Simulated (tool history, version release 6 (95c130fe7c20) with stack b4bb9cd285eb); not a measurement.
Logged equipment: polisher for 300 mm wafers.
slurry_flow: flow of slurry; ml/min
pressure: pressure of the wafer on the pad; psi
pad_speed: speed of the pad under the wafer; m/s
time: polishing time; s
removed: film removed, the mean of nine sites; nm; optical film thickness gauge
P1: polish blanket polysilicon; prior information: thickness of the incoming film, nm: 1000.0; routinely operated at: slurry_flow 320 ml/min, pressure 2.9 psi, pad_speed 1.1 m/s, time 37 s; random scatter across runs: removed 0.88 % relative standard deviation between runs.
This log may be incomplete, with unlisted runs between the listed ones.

| run | day | slurry_flow | pressure | pad_speed | time | wafers polished on this pad | hours since the slurry nozzle was cleaned | hours since the head pressure was calibrated | removed |
|---|---|---|---|---|---|---|---|---|---|
| 1 | 0.4 | 320 | 2.9 | 1.1 | 37 | 363 | 390.9 | 510.6 | 293.06 |
| 2 | 0.892 | 320 | 2.9 | 1.1 | 19 | 525 | 402.7 | 522.4 | 151.67 |
| 3 | 1.292 | 190 | 2.9 | 1.1 | 37 | 657 | 412.3 | 532 | 274.61 |
|  | 1.542 | head pressure recalibrated |
| 4 | 1.75 | 320 | 2.9 | 1.1 | 57 | 808 | 423.3 | 5 | 455.29 |
| 5 | 2.508 | 320 | 2.9 | 1.1 | 37 | 1058 | 441.5 | 23.2 | 290.77 |
| 6 | 2.962 | 480 | 2.9 | 1.1 | 37 | 1207 | 452.4 | 34.1 | 303.39 |
| 7 | 3.362 | 205 | 3.8 | 1.1 | 37 | 1339 | 462 | 43.7 | 367.17 |
| 8 | 3.817 | 320 | 2.9 | 0.52 | 37 | 1489 | 472.9 | 54.6 | 136.76 |
| 9 | 4.462 | 320 | 2.9 | 1.46 | 19 | 1702 | 488.4 | 70.1 | 201.99 |
| 10 | 5.204 | 320 | 2.9 | 1.6 | 37 | 1946 | 506.2 | 87.9 | 420.94 |
| 11 | 5.583 | 320 | 1.9 | 1.38 | 37 | 2071 | 515.3 | 97 | 239.86 |
| 12 | 6.346 | 320 | 1.5 | 1.1 | 37 | 2322 | 533.6 | 115.3 | 151.71 |
| 13 | 7.025 | 320 | 2.9 | 1.1 | 37 | 2546 | 549.9 | 131.6 | 295.03 |
| 14 | 7.712 | 320 | 3.8 | 1.1 | 37 | 2772 | 566.4 | 148.1 | 388.1 |
| 15 | 8.338 | 320 | 2.9 | 1.1 | 37 | 2978 | 581.4 | 163.1 | 294.21 |
| 16 | 9 | 320 | 2.9 | 1.1 | 37 | 3196 | 597.3 | 179 | 294.68 |
| 17 | 9.496 | 320 | 2.9 | 1.1 | 37 | 3360 | 609.2 | 190.9 | 292.57 |
| 18 | 10.021 | 320 | 2.9 | 1.1 | 37 | 3533 | 621.8 | 203.5 | 290.02 |
| 19 | 10.5 | 320 | 2.9 | 1.1 | 37 | 3690 | 633.3 | 215 | 289.7 |
| 20 | 11.125 | 320 | 2.9 | 1.1 | 37 | 3896 | 648.3 | 230 | 285.54 |
| 21 | 11.558 | 320 | 2.9 | 1.1 | 37 | 4039 | 658.7 | 240.4 | 281 |
|  | 11.829 | head pressure recalibrated |
| 22 | 12.158 | 320 | 2.9 | 1.1 | 37 | 4237 | 673.1 | 8 | 280.1 |
| 23 | 12.888 | 320 | 2.9 | 1.1 | 37 | 4477 | 690.6 | 25.5 | 283.73 |
| 24 | 13.575 | 320 | 2.9 | 1.1 | 37 | 4703 | 707.1 | 42 | 281.55 |
| 25 | 13.958 | 320 | 2.9 | 1.1 | 37 | 4830 | 716.3 | 51.2 | 281.98 |
| 26 | 14.617 | 320 | 2.9 | 1.1 | 37 | 5046 | 732.1 | 67 | 277.43 |

What P1 gives has crept away from where it was. These 2 causes fit the log equally well, each at the size given:
A: removal rate lost through wear of the pad, % = 5.19
B: slurry flow missing at the pad, % = 39.1
The process output started creeping at around day 9.496.
Ruled out, with reasons:
head's pressure below its setpoint, %: work on it at day 11.829, done after the drift set in, did not restore what the process gave before

Below are 4 check runs, each averaged over 5 wafers, with their results shown as question marks. Which of them would give clearly different results depending on which cause is behind the drift?
| check 1 | 15.275 | 190 | 2.9 | 1.1 | 20 |  |  |  | ? |
| check 2 | 15.275 | 320 | 2.9 | 0.58 | 51 |  |  |  | ? |
| check 3 | 15.275 | 320 | 2.9 | 0.6 | 37 |  |  |  | ? |
| check 4 | 15.275 | 320 | 2.9 | 1.42 | 51 |  |  |  | ? |

What every check run would give for each of its results, assuming each possible cause in turn:
| check | result | if A | if B |
|---|---|---|---|
| check 1 | removed | 142.23 | 137.55 |
| check 2 | removed | 202.38 | 202.39 |
| check 3 | removed | 151.89 | 151.9 |
| check 4 | removed | 495.49 | 495.52 |
Distance between the nearest two causes, measured in the result of the check that separates them most: check 1 3.34 %; check 2 0.01 %; check 3 0.01 %; check 4 0.01 %
Check 1 tells the causes apart: in the others they would give nearly the same result.

Here is what check 1 returned: removed 142.84 nm. Which cause is it?

The correct cause is A, namely: removal rate lost through wear of the pad, %.
